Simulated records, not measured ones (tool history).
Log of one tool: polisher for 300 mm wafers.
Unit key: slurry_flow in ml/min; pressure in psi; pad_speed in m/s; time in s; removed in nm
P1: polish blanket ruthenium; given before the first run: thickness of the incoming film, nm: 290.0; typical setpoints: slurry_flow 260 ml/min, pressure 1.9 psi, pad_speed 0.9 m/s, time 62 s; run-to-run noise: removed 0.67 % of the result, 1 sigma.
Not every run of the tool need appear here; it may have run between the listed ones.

run,hour,slurry_flow,pressure,pad_speed,time,wafers polished on this pad,hours since the slurry nozzle was cleaned,hours since the head pressure was calibrated,removed
1,10.5,260,1.9,0.9,62,311,296.4,263.4,50.753
2,23.5,375,1.9,1.36,62,466,309.4,276.4,79.517
3,36.9,260,2.9,0.9,62,625,322.8,289.8,77.905
4,47.9,260,1.9,0.9,32,756,333.8,300.8,26.359
5,57,260,1.9,0.9,62,865,342.9,309.9,50.474
6,73.4,260,1.9,1.14,62,1060,359.3,326.3,64.858
7,85.4,155,1.9,0.9,62,1203,371.3,338.3,47.752
8,102,260,1.9,0.9,94,1401,387.9,354.9,77.84
# hour 108.6: worn pad replaced by a new one
9,111.8,260,0.9,0.9,94,38,397.7,364.7,36.529
10,125.1,260,1.9,0.52,62,197,411,378,29.741
11,133.7,260,0.9,0.9,62,299,419.6,386.6,24.069
12,142,260,1.3,0.9,47,398,427.9,394.9,26.244
13,152,260,1.9,0.9,62,517,437.9,404.9,51.778
14,168.2,260,1.9,0.9,62,710,454.1,421.1,50.981

The next listed run, before its measurement:
15,178.4,370,1.9,0.9,62,832,464.3,431.3,?

removed: 52.541 nm
